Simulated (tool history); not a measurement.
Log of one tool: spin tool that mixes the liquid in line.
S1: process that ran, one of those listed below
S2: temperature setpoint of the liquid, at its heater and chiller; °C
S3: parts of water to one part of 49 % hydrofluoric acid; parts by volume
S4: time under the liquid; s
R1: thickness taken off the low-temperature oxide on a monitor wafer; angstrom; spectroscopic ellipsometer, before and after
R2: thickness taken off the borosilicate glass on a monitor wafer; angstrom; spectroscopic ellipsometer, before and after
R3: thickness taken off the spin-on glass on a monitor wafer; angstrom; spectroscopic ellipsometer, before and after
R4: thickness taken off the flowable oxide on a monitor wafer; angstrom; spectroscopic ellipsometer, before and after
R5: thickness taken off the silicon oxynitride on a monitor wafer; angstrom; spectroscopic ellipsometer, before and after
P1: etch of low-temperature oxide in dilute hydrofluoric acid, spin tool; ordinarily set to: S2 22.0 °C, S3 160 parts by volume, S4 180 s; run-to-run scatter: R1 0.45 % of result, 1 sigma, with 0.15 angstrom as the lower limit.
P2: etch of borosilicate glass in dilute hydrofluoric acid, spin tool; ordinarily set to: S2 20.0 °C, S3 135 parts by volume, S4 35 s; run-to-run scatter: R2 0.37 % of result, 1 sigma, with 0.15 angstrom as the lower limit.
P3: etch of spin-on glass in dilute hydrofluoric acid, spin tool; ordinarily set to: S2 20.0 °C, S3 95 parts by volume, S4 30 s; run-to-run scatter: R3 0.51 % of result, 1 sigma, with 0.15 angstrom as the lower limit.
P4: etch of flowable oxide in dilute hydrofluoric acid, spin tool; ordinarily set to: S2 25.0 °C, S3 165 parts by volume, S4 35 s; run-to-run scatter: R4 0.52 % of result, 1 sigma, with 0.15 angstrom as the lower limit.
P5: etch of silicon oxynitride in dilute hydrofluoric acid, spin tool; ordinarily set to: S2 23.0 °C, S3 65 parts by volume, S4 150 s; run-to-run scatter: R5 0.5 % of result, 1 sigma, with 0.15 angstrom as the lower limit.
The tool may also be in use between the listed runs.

Run 1, hour 9.2: S1 P1, S2 22.0 °C, S3 160 parts by volume, S4 180 s. Result: R1 117.610 angstrom.
Run 2, hour 15.0: S1 P1, S2 22.0 °C, S3 160 parts by volume, S4 180 s. Result: R1 117.430 angstrom.
Run 3, hour 25.4: S1 P2, S2 20.0 °C, S3 135 parts by volume, S4 35 s. Result: R2 89.588 angstrom.
Run 4, hour 36.5: S1 P1, S2 27.0 °C, S3 160 parts by volume, S4 180 s. Result: R1 144.590 angstrom.
Run 5, hour 42.2: S1 P1, S2 22.0 °C, S3 245 parts by volume, S4 180 s. Result: R1 69.939 angstrom.
Run 6, hour 48.6: S1 P3, S2 20.0 °C, S3 95 parts by volume, S4 30 s. Result: R3 100.990 angstrom.
Run 7, hour 54.7: S1 P4, S2 25.0 °C, S3 165 parts by volume, S4 35 s. Result: R4 62.083 angstrom.
Run 8, hour 66.4: S1 P1, S2 22.0 °C, S3 160 parts by volume, S4 305 s. Result: R1 199.730 angstrom.
Run 9, hour 78.1: S1 P1, S2 17.0 °C, S3 160 parts by volume, S4 180 s. Result: R1 95.735 angstrom.
Run 10, hour 86.0: S1 P1, S2 28.5 °C, S3 160 parts by volume, S4 80 s. Result: R1 67.252 angstrom.
Run 11, hour 93.4: S1 P5, S2 23.0 °C, S3 20 parts by volume, S4 150 s. Result: R5 185.190 angstrom.
Run 12, hour 104.2: S1 P2, S2 20.0 °C, S3 240 parts by volume, S4 35 s. Result: R2 45.309 angstrom.
Run 13, hour 113.5: S1 P3, S2 20.0 °C, S3 95 parts by volume, S4 15 s. Result: R3 51.391 angstrom.
Run 14, hour 122.4: S1 P4, S2 25.0 °C, S3 165 parts by volume, S4 20 s. Result: R4 35.624 angstrom.
Run 15, hour 131.5: S1 P4, S2 25.0 °C, S3 165 parts by volume, S4 35 s. Result: R4 62.702 angstrom.
Run 16, hour 142.6: S1 P3, S2 27.0 °C, S3 95 parts by volume, S4 30 s. Result: R3 135.040 angstrom.
Run 17, hour 153.8: S1 P2, S2 17.0 °C, S3 135 parts by volume, S4 35 s. Result: R2 79.102 angstrom.
Run 18, hour 159.9: S1 P1, S2 22.0 °C, S3 160 parts by volume, S4 180 s. Result: R1 118.530 angstrom.
Run 19, hour 170.1: S1 P5, S2 23.0 °C, S3 65 parts by volume, S4 220 s. Result: R5 81.125 angstrom.
Run 20, hour 175.7: S1 P1, S2 22.0 °C, S3 160 parts by volume, S4 35 s. Result: R1 23.050 angstrom.
Run 21, hour 183.6: S1 P1, S2 22.0 °C, S3 160 parts by volume, S4 180 s. Result: R1 117.630 angstrom.
Run 22, hour 192.9: S1 P1, S2 22.0 °C, S3 160 parts by volume, S4 180 s. Result: R1 118.670 angstrom.
Run 23, hour 204.0: S1 P4, S2 25.0 °C, S3 105 parts by volume, S4 35 s. Result: R4 105.320 angstrom.
Run 24, hour 215.6: S1 P1, S2 22.0 °C, S3 90 parts by volume, S4 180 s. Result: R1 227.130 angstrom.
Run 25, hour 222.2: S1 P3, S2 20.0 °C, S3 155 parts by volume, S4 30 s. Result: R3 59.131 angstrom.
Run 26, hour 230.4: S1 P4, S2 32.5 °C, S3 165 parts by volume, S4 35 s. Result: R4 81.662 angstrom.
Run 27, hour 237.6: S1 P1, S2 22.0 °C, S3 160 parts by volume, S4 180 s. Result: R1 117.350 angstrom.
Run 28, hour 246.2: S1 P2, S2 20.0 °C, S3 135 parts by volume, S4 15 s. Result: R2 38.185 angstrom.
Run 29, hour 254.5: S1 P5, S2 17.0 °C, S3 65 parts by volume, S4 150 s. Result: R5 40.585 angstrom.
Run 30, hour 265.6: S1 P5, S2 23.0 °C, S3 65 parts by volume, S4 150 s. Result: R5 55.512 angstrom.
Run 31, hour 276.0: S1 P1, S2 22.0 °C, S3 160 parts by volume, S4 180 s. Result: R1 117.840 angstrom.
Run 32, hour 286.9: S1 P1, S2 22.0 °C, S3 160 parts by volume, S4 180 s. Result: R1 115.050 angstrom.
Run 33, hour 297.6: S1 P1, S2 22.0 °C, S3 160 parts by volume, S4 180 s. Result: R1 114.860 angstrom.
Run 34, hour 310.6: S1 P1, S2 22.0 °C, S3 160 parts by volume, S4 180 s. Result: R1 112.890 angstrom.
Run 35, hour 317.1: S1 P1, S2 22.0 °C, S3 160 parts by volume, S4 180 s. Result: R1 112.260 angstrom.
Run 36, hour 328.4: S1 P1, S2 22.0 °C, S3 160 parts by volume, S4 180 s. Result: R1 111.810 angstrom.
Run 37, hour 339.6: S1 P1, S2 22.0 °C, S3 160 parts by volume, S4 180 s. Result: R1 111.660 angstrom.
Run 38, hour 346.7: S1 P1, S2 22.0 °C, S3 160 parts by volume, S4 180 s. Result: R1 112.310 angstrom.
Run 39, hour 355.3: S1 P1, S2 22.0 °C, S3 160 parts by volume, S4 180 s. Result: R1 110.580 angstrom.
Run 40, hour 368.3: S1 P1, S2 22.0 °C, S3 160 parts by volume, S4 180 s. Result: R1 111.110 angstrom.
Run 41, hour 376.8: S1 P1, S2 22.0 °C, S3 160 parts by volume, S4 180 s. Result: R1 111.390 angstrom.
Run 42, hour 389.8: S1 P1, S2 22.0 °C, S3 160 parts by volume, S4 180 s. Result: R1 111.470 angstrom.

P1 no longer gives what it gave before; its output has crept away from where it was. The following 2 causes, each at its listed size, fit the log equally well:
A: hydrofluoric acid flow below the setpoint (%) = 5.21
B: liquid colder than its thermometer reads (K) = 1.62
The onset of the drift is placed at about hour 276.0.

Which of the check runs below tells the causes apart, meaning the causes would give it clearly different results? Each run uses 2 wafers whose results are averaged, and each result is shown as a question mark.
Run check 1, hour 402.8: S1 P4, S2 31.5 °C, S3 165 parts by volume, S4 35 s. Result: R4 ?.
Run check 2, hour 402.8: S1 P3, S2 23.0 °C, S3 155 parts by volume, S4 30 s. Result: R3 ?.
Run check 3, hour 402.8: S1 P2, S2 20.0 °C, S3 135 parts by volume, S4 15 s. Result: R2 ?.
Run check 4, hour 402.8: S1 P5, S2 17.0 °C, S3 25 parts by volume, S4 150 s. Result: R5 ?.

Expected result of each check under each candidate cause:
  check  result     if A    if B
check 1      R4   74.066  74.688
check 2      R3   62.093  62.096
check 3      R2   36.068  35.915
check 4      R5  102.800  99.620
Smallest distance between any two causes, each pair judged by its most separating result, in per cent: check 1 0.84 %; check 2 0 %; check 3 0.42 %; check 4 3.14 %
Of the check runs offered, only check 4 discriminates between the causes; the rest would read about the same regardless of which cause applies.

Check 4 has now been run. It gave: R5 103.050 angstrom. Which of the candidate causes is it?

A is the cause: hydrofluoric acid flow below the setpoint (%).

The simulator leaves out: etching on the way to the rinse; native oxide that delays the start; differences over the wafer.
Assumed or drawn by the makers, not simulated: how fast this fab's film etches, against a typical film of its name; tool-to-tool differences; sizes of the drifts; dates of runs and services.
